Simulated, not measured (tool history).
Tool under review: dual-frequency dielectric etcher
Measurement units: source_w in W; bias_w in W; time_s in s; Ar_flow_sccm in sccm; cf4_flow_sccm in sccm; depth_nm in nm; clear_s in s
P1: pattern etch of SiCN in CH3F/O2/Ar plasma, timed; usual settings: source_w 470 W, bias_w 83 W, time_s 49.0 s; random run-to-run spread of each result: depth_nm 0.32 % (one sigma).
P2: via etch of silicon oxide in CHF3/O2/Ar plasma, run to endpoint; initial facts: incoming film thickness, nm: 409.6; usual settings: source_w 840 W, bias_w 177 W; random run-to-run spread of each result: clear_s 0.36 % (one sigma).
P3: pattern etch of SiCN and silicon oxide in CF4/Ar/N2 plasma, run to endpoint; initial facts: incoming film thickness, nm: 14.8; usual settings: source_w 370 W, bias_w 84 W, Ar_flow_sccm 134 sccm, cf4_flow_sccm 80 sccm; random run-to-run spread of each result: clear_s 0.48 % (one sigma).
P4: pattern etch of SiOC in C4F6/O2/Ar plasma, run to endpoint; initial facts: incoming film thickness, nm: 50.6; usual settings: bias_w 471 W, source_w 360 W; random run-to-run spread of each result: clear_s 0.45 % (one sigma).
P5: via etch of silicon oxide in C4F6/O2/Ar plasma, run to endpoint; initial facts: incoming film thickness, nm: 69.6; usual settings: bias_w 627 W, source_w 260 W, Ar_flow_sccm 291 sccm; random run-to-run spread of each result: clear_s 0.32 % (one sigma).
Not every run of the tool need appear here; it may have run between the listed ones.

run,hour,process,source_w,bias_w,time_s,Ar_flow_sccm,cf4_flow_sccm,hours since the last wet clean,hours since the last source power generator calibration,hours since the last bias power generator calibration,depth_nm,clear_s
1,4.3,P1,470,83,49.0,,,218.8,2656.4,769.0,20.923,
2,6.7,P1,350,83,49.0,,,221.2,2658.8,771.4,18.820,
3,9.9,P1,470,83,49.0,,,224.4,2662.0,774.6,20.892,
4,13.7,P1,470,83,59.5,,,228.2,2665.8,778.4,25.390,
5,17.5,P1,470,61,49.0,,,232.0,2669.6,782.2,18.707,
6,21.1,P1,470,83,49.0,,,235.6,2673.2,785.8,20.848,
7,23.8,P1,470,83,49.0,,,238.3,2675.9,788.5,21.075,
8,26.9,P5,260,788,,291,,241.4,2679.0,791.6,,15.153
9,29.5,P4,360,471,,,,244.0,2681.6,794.2,,18.189
10,32.8,P1,470,83,49.0,,,247.3,2684.9,797.5,20.952,
11,36.7,P1,470,113,49.0,,,251.2,2688.8,801.4,23.255,
12,40.6,P2,1150,177,,,,255.1,2692.7,805.3,,158.490
13,42.9,P1,470,98,69.0,,,257.4,2695.0,807.6,31.242,
14,46.6,P5,340,627,,291,,261.1,2698.7,811.3,,15.145
15,49.5,P2,840,226,,,,264.0,2701.6,814.2,,164.320
16,53.5,P3,370,55,,134,80,268.0,2705.6,818.2,,23.665
17,57.7,P3,370,84,,134,80,272.2,2709.8,822.4,,20.390
18,60.6,P5,260,627,,201,,275.1,2712.7,825.3,,15.891
19,64.7,P2,840,177,,,,279.2,2716.8,829.4,,179.450
20,69.0,P3,260,84,,134,80,283.5,2721.1,833.7,,27.566
21,71.4,P4,450,471,,,,285.9,2723.5,836.1,,16.655
22,74.5,P4,360,471,,,,289.0,2726.6,839.2,,18.132
23,77.1,P5,260,627,,291,,291.6,2729.2,841.8,,16.562
24,81.5,P1,570,83,49.0,,,296.0,2733.6,846.2,22.632,
25,85.8,P4,360,591,,,,300.3,2737.9,850.5,,16.610
26,88.0,P1,470,83,49.0,,,302.5,2740.1,852.7,20.971,
27,91.3,P1,470,83,37.0,,,305.8,2743.4,856.0,15.759,
28,94.9,P3,370,84,,134,57,309.4,2747.0,859.6,,21.374
29,98.6,P3,370,84,,90,80,313.1,2750.7,863.3,,19.240
30,101.4,P1,470,83,49.0,,,315.9,2753.5,866.1,20.943,
31,104.9,P1,470,83,49.0,,,319.4,2757.0,869.6,20.625,
32,108.0,P1,470,83,49.0,,,322.5,2760.1,872.7,20.652,
# hour 108.3: wet clean of the chamber
33,110.7,P1,470,83,49.0,,,2.5,2762.8,875.4,20.537,
34,112.8,P1,470,83,49.0,,,4.6,2764.9,877.5,20.612,
35,115.4,P1,470,83,49.0,,,7.2,2767.5,880.1,20.557,
36,119.2,P1,470,83,49.0,,,11.0,2771.3,883.9,20.499,

P1 no longer gives what it gave before; its output has crept away from where it was. The following 2 causes, each at its listed size, fit the log equally well:
A: source power that arrives under what is set, % = 4.14
B: bias power that arrives under what is set, % = 4.31
Onset of the creep was near hour 101.4.
Excluded causes, each with its reason:
chamber walls in a state that lowers the etch rate, %: serviced at hour 108.3, which brought nothing back

Below are 4 check runs, each averaged over 3 wafers, with their results shown as question marks. Which of them would give clearly different results depending on which cause is behind the drift?
check 1,123.0,P2,840,177,,,,,,,,?
check 2,123.0,P3,370,84,,134,80,,,,,?
check 3,123.0,P5,260,627,,291,,,,,,?
check 4,123.0,P4,360,471,,,,,,,,?

What every check run would give for each of its results, assuming each possible cause in turn:
check,result,if A,if B
check 1,clear_s,181.900,181.550
check 2,clear_s,21.128,20.686
check 3,clear_s,16.886,16.919
check 4,clear_s,18.370,18.384
Minimum pairwise separation of causes per check, each pair taken at its best-separating result: check 1 0.2 %; check 2 2.11 %; check 3 0.19 %; check 4 0.07 %
Check 2 is the one run that separates the causes; every other check would come out nearly the same whichever cause is at work.

Here is what check 2 returned: clear_s 20.787 s. Which cause is it?

The correct cause is B, namely: bias power that arrives under what is set, %.

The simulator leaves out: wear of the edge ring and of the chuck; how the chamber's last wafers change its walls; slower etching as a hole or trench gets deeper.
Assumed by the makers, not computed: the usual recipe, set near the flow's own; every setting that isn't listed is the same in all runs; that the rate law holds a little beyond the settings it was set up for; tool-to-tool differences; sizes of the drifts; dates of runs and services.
